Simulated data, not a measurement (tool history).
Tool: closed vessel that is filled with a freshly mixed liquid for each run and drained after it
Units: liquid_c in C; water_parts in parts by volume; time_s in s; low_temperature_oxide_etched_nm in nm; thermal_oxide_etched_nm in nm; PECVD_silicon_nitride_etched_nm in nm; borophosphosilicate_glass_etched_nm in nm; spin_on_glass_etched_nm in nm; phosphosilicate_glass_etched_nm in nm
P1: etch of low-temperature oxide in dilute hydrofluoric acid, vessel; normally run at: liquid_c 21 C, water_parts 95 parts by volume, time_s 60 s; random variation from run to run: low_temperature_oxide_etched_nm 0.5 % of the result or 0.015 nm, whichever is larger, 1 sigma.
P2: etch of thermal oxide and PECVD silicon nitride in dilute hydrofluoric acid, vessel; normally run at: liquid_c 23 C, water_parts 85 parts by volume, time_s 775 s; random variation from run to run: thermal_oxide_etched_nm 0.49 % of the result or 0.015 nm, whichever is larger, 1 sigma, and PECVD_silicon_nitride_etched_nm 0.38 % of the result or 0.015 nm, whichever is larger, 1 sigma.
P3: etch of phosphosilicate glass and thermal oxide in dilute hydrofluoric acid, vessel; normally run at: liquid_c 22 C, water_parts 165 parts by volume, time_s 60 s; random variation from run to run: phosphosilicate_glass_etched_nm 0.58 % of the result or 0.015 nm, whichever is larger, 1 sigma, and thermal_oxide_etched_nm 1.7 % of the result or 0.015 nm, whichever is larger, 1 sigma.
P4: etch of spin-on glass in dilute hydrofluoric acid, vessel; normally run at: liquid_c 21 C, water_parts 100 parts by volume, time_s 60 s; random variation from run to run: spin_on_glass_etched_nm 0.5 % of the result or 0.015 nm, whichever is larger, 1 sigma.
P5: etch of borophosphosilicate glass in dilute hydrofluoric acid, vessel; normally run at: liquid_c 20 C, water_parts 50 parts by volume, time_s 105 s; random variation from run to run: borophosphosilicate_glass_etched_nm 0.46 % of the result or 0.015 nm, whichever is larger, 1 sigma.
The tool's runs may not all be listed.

run,hour,process,liquid_c,water_parts,time_s,hours since the thermometer was replaced,hours since the hydrofluoric acid flow meter was replaced,low_temperature_oxide_etched_nm,thermal_oxide_etched_nm,PECVD_silicon_nitride_etched_nm,borophosphosilicate_glass_etched_nm,spin_on_glass_etched_nm,phosphosilicate_glass_etched_nm
1,7.9,P1,21,95,60,620,881.3,11.195,,,,,
2,16.9,P2,23,85,775,629,890.3,,42.977,20.256,,,
3,30.1,P5,20,50,30,642.2,903.5,,,,14.767,,
# hour 37.5: hydrofluoric acid flow meter replaced
4,39.9,P1,24.5,95,60,652,2.4,12.916,,,,,
5,50.8,P4,21,100,60,662.9,13.3,,,,,31.979,
6,62.8,P1,21,95,30,674.9,25.3,5.6253,,,,,
7,73.3,P1,21,95,60,685.4,35.8,11.109,,,,,
8,82.9,P1,21,95,90,695,45.4,16.651,,,,,
9,88.7,P1,21,95,60,700.8,51.2,11.172,,,,,
10,101.2,P3,22,165,85,713.3,63.7,,2.132,,,,44.784
11,111.7,P3,26,165,60,723.8,74.2,,1.6937,,,,36.525
12,118.1,P1,21,150,60,730.2,80.6,6.6842,,,,,
13,129.5,P5,24,50,105,741.6,92,,,,61.593,,
14,141,P4,21,175,60,753.1,103.5,,,,,16.857,
15,147.9,P2,23,140,775,760,110.4,,24.188,12.371,,,
16,157.9,P4,21,100,95,770,120.4,,,,,50.457,
17,167.9,P1,21,95,60,780,130.4,11.15,,,,,
18,174.5,P5,20,50,105,786.6,137,,,,51.325,,
19,184.8,P4,21,100,60,796.9,147.3,,,,,31.722,
20,197.3,P4,25.5,100,60,809.4,159.8,,,,,37.975,
21,203.3,P1,17,95,60,815.4,165.8,9.4848,,,,,
22,215.2,P2,27.5,85,775,827.3,177.7,,50.897,27.462,,,
23,228,P2,23,85,1370,840.1,190.5,,75.606,36.007,,,
24,236.5,P5,20,80,105,848.6,199,,,,31.188,,
25,246.8,P1,21,95,60,858.9,209.3,11.191,,,,,
26,259.3,P3,22,165,60,871.4,221.8,,1.4761,,,,31.472
27,270.5,P3,22,235,60,882.6,233,,0.96657,,,,20.346
28,278.8,P1,17,95,85,890.9,241.3,13.447,,,,,
29,288.1,P3,22,165,60,900.2,250.6,,1.4593,,,,31.567
30,294.6,P1,21,95,60,906.7,257.1,11.126,,,,,
31,302.4,P1,21,40,60,914.5,264.9,28.365,,,,,
32,308.6,P1,21,95,60,920.7,271.1,11.191,,,,,
33,321.8,P1,21,95,60,933.9,284.3,10.918,,,,,
34,328.8,P1,21,95,60,940.9,291.3,10.866,,,,,
35,339.1,P1,21,95,60,951.2,301.6,10.743,,,,,
36,346.1,P1,21,95,60,958.2,308.6,10.651,,,,,
37,352.9,P1,21,95,60,965,315.4,10.754,,,,,
38,359,P1,21,95,60,971.1,321.5,10.558,,,,,
39,369.4,P1,21,95,60,981.5,331.9,10.554,,,,,
40,380.3,P1,21,95,60,992.4,342.8,10.593,,,,,
41,393.6,P1,21,95,60,1005.7,356.1,10.559,,,,,
42,406.2,P1,21,95,60,1018.3,368.7,10.506,,,,,

What P1 gives has crept away from where it was. These 2 causes fit the log equally well, each at the size given:
A: liquid colder than its thermometer reads (K) = 1.41
B: hydrofluoric acid flow below the setpoint (%) = 5.06
The creep began at about hour 308.6.

4 check runs are offered, one wafer each, their results left as question marks. Which one tells the causes apart?
check 1,418.8,P3,22,165,60,,,,?,,,,?
check 2,418.8,P4,21,100,60,,,,,,,?,
check 3,418.8,P5,20,50,105,,,,,,?,,
check 4,418.8,P2,23,85,775,,,,?,?,,,

What each check would give under each cause:
check,result,if A,if B
check 1,thermal_oxide_etched_nm,1.3882,1.3793
check 1,phosphosilicate_glass_etched_nm,29.833,29.642
check 2,spin_on_glass_etched_nm,30.134,30.127
check 3,borophosphosilicate_glass_etched_nm,48.661,48.914
check 4,thermal_oxide_etched_nm,40.356,40.351
check 4,PECVD_silicon_nitride_etched_nm,18.499,19.326
How far apart the two closest causes lie, in the result that separates them most: check 1 0.64 %; check 2 0.02 %; check 3 0.52 %; check 4 4.38 %
Check 4 tells the causes apart: in the others they would give nearly the same result.

Check 4 was then run and gave: thermal_oxide_etched_nm 40.187 nm; PECVD_silicon_nitride_etched_nm 18.551 nm. Which cause is it?

It is A: liquid colder than its thermometer reads (K).
